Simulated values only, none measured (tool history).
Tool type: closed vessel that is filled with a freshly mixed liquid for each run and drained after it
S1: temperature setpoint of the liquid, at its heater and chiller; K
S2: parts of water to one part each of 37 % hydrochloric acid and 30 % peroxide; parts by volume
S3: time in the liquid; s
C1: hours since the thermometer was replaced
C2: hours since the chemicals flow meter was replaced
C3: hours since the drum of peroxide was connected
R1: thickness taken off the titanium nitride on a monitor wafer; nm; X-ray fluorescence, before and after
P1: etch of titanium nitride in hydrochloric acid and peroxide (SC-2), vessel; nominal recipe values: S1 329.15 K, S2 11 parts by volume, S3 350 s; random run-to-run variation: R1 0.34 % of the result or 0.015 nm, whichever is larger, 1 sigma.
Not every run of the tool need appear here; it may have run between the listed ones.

run,hour,S1,S2,S3,C1,C2,C3,R1
1,13.2,329.15,11,350,222.5,1219.4,525.6,20.916
2,27.8,345.15,11,350,237.1,1234,540.2,56.289
3,42.2,329.15,4,350,251.5,1248.4,554.6,45.288
4,52.4,329.15,11,350,261.7,1258.6,564.8,21.011
5,63.4,329.15,11,65,272.7,1269.6,575.8,3.901
6,76.4,329.15,11,350,285.7,1282.6,588.8,20.978
7,86.9,329.15,16,65,296.2,1293.1,599.3,2.8253
8,95,329.15,11,350,304.3,1301.2,607.4,20.974
9,110.4,329.15,20,350,319.7,1316.6,622.8,12.408
10,121.8,329.15,11,555,331.1,1328,634.2,33.522
11,136.6,329.15,11,350,345.9,1342.8,649,21.049
12,153.2,329.15,11,350,362.5,1359.4,665.6,21.091
13,167.1,313.65,11,350,376.4,1373.3,679.5,7.4126
14,182.5,329.15,11,350,391.8,1388.7,694.9,21.084
15,192.1,329.15,11,350,401.4,1398.3,704.5,20.463
16,208.8,329.15,11,350,418.1,1415,721.2,19.674
17,217.5,329.15,11,350,426.8,1423.7,729.9,19.556
18,230.3,329.15,11,350,439.6,1436.5,742.7,19.38
# hour 235.1: new drum of peroxide connected
19,237.8,329.15,11,350,447.1,1444,2.8,19.197
20,247.2,329.15,11,350,456.5,1453.4,12.2,19.107
21,260.2,329.15,11,350,469.5,1466.4,25.2,19.038
22,271.1,329.15,11,350,480.4,1477.3,36.1,19.057
23,279.2,329.15,11,350,488.5,1485.4,44.2,19.068

The output of P1 has drifted from where it used to be. Each of the 2 causes below, taken at the size shown beside it, accounts for the log equally well:
A: liquid colder than its thermometer reads (K) = 1.48
B: chemicals flow below the setpoint (%) = 10.6
The creep began at about hour 182.5.
Other possible causes, and why each is ruled out:
peroxide weaker than its label (%): work on it at hour 235.1, done after the drift set in, did not restore what the process gave before

You are offered 4 check runs, listed below with question marks in place of their results; each one averages 2 wafers. Which run separates the listed causes by giving clearly different results for each?
check 1,287.3,322.15,4,350,,,,?
check 2,287.3,340.65,11,85,,,,?
check 3,287.3,329.15,19,350,,,,?
check 4,287.3,314.65,18,350,,,,?

Expected result of each check under each candidate cause:
check,result,if A,if B
check 1,R1,25.993,26.617
check 2,R1,9.523,9.4622
check 3,R1,11.81,11.735
check 4,R1,4.6361,4.6509
How far apart the two closest causes lie, in the result that separates them most: check 1 2.37 %; check 2 0.64 %; check 3 0.64 %; check 4 0.32 %
Check 1 tells the causes apart: in the others they would give nearly the same result.

The results of check 1 are: R1 26.653 nm. Based on these, which of the listed causes is it?

It was cause B: chemicals flow below the setpoint (%).

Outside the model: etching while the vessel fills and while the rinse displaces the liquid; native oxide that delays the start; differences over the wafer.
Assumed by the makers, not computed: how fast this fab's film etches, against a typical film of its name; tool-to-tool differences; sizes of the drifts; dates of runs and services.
